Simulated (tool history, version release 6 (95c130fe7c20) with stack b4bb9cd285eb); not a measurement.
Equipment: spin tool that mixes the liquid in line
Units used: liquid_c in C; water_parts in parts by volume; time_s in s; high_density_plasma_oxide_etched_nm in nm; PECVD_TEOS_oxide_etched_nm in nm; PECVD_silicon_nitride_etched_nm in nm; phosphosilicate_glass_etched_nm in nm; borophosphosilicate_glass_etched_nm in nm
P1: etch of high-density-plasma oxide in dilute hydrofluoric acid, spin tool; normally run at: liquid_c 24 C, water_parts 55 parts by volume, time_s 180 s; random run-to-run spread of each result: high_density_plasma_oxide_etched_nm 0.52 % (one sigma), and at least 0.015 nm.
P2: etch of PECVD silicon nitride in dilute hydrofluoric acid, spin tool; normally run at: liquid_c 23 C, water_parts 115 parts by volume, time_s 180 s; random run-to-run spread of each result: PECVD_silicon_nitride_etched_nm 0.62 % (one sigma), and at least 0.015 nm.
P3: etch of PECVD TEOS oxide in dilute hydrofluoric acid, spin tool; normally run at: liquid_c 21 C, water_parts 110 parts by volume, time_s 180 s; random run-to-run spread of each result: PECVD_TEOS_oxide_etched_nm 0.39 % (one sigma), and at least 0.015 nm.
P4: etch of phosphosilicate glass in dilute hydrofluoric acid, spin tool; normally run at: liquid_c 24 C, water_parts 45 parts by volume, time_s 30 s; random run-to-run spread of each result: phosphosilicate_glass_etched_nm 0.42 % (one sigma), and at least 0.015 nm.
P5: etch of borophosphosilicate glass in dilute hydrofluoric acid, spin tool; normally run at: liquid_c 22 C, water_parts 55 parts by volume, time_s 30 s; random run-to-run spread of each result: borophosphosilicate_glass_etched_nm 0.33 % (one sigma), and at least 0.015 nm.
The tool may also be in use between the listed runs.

run   hour  process  liquid_c  water_parts  time_s  hours since the thermometer was replaced  hours since the hydrofluoric acid flow meter was replaced  high_density_plasma_oxide_etched_nm  PECVD_TEOS_oxide_etched_nm  PECVD_silicon_nitride_etched_nm  phosphosilicate_glass_etched_nm  borophosphosilicate_glass_etched_nm
  1   15.7       P1        24           55     180                                     310.2                                                      128.1                               17.257
  2   29.3       P1        24           55      70                                     323.8                                                      141.7                               6.6343
  3     38       P1        24           55     180                                     332.5                                                      150.4                                17.15
  4   51.4       P1        24           55     180                                     345.9                                                      163.8                               17.019
  5   61.8       P3        21          110     180                                     356.3                                                      174.2                                                           12.115
  6   76.5       P1        24           55     285                                       371                                                      188.9                               27.099
  7   85.8       P1        31           55     310                                     380.3                                                      198.2                               38.973
  8   96.3       P1        17           55     180                                     390.8                                                      208.7                               12.684
  9  111.5       P3        21          110      15                                       406                                                      223.9                                                           1.0183
 10  126.2       P2        23          115     180                                     420.7                                                      238.6                                                                                            4.1035
 11  139.5       P2        23          115     355                                       434                                                      251.9                                                                                            8.0206
 12  156.6       P1        24           55     180                                     451.1                                                        269                               17.079
 13  165.8       P3        21           50     180                                     460.3                                                      278.2                                                           28.372
 14  175.4       P1        24           20     180                                     469.9                                                      287.8                               49.253
 15  192.2       P3        21          110     180                                     486.7                                                      304.6                                                           12.121
 16  205.6       P4        24           45      30                                     500.1                                                        318                                                                                                                             41.124
 17  218.5       P5        22           55      15                                       513                                                      330.9                                                                                                                                                                  12.995
 18  235.6       P1        24           55     180                                     530.1                                                        348                               16.904
 19  250.6       P5        22           80      30                                     545.1                                                        363                                                                                                                                                                   17.38
 20  258.2       P1        24           95     180                                     552.7                                                      370.6                               9.4013
 21  270.4       P1        29           55     180                                     564.9                                                      382.8                               20.851
 22  281.5       P2        23           30     180                                       576                                                      393.9                                                                                            15.026
 23  295.8       P1        24           55     180                                     590.3                                                      408.2                               17.223
 24  310.1       P5        22           55      30                                     604.6                                                      422.5                                                                                                                                                                  26.215
 25  319.2       P1      19.5           55     345                                     613.7                                                      431.6                               27.238
 26  336.7       P2        23          115     180                                     631.2                                                      449.1                                                                                            4.0878
 27  346.2       P1        24           55     180                                     640.7                                                      458.6                               17.164
 28  363.6       P5        29           55      30                                     658.1                                                        476                                                                                                                                                                  34.704
 29    379       P3        29          110     180                                     673.5                                                      491.4                                                           16.568
 30    395       P4        24           45      60                                     689.5                                                      507.4                                                                                                                             83.108
 31  411.2       P4        17           45      30                                     705.7                                                      523.6                                                                                                                             30.832
 32  420.2       P4        24           65      30                                     714.7                                                      532.6                                                                                                                             27.991
 33  429.1       P2        17          115     180                                     723.6                                                      541.5                                                                                            2.7291
 34  439.3       P5        22           55      30                                     733.8                                                      551.7                                                                                                                                                                  26.254
 35  451.5       P1        24           55     180                                       746                                                      563.9                               17.245
 36  465.2       P1        24           55     180                                     759.7                                                      577.6                               17.638
 37    473       P1        24           55     180                                     767.5                                                      585.4                               17.841
 38  485.7       P1        24           55     180                                     780.2                                                      598.1                               17.935
 39  502.8       P1        24           55     180                                     797.3                                                      615.2                               18.214
 40  517.9       P1        24           55     180                                     812.4                                                      630.3                               18.153
 41  533.2       P1        24           55     180                                     827.7                                                      645.6                               18.332
 42  543.4       P1        24           55     180                                     837.9                                                      655.8                               18.346
 43  552.4       P1        24           55     180                                     846.9                                                      664.8                               18.476
 44  569.9       P1        24           55     180                                     864.4                                                      682.3                               18.352

What P1 gives has crept away from where it was. These 2 causes fit the log equally well, each at the size given:
A: liquid hotter than its thermometer reads (K) = 1.72
B: hydrofluoric acid flow above the setpoint (%) = 6.77
Creep in the process output first set in at about hour 451.5.

The list below offers 4 check runs, each averaging the results of 2 wafers, and shows each result as a question mark. For which of them would the listed causes give clearly different results?
check 1  587.4       P4        24           45      30                                                                                                                                                                                                                                       ?
check 2  587.4       P5        22           55      30                                                                                                                                                                                                                                                                            ?
check 3  587.4       P2        23          115     180                                                                                                                                                                                                      ?
check 4  587.4       P3        21          110     180                                                                                                                                                                     ?

What every check run would give for each of its results, assuming each possible cause in turn:
  check                               result    if A    if B
check 1      phosphosilicate_glass_etched_nm  44.444  44.383
check 2  borophosphosilicate_glass_etched_nm   28.13  28.096
check 3      PECVD_silicon_nitride_etched_nm  4.5506  4.3362
check 4           PECVD_TEOS_oxide_etched_nm  12.983   13.04
Minimum pairwise separation of causes per check, each pair taken at its best-separating result: check 1 0.14 %; check 2 0.12 %; check 3 4.83 %; check 4 0.44 %
Only check 3 tells the causes apart: in the others they would give nearly the same result.

Then check 3 was run and gave: PECVD_silicon_nitride_etched_nm 4.5386 nm. Which cause is it?

The cause is A: liquid hotter than its thermometer reads (K).

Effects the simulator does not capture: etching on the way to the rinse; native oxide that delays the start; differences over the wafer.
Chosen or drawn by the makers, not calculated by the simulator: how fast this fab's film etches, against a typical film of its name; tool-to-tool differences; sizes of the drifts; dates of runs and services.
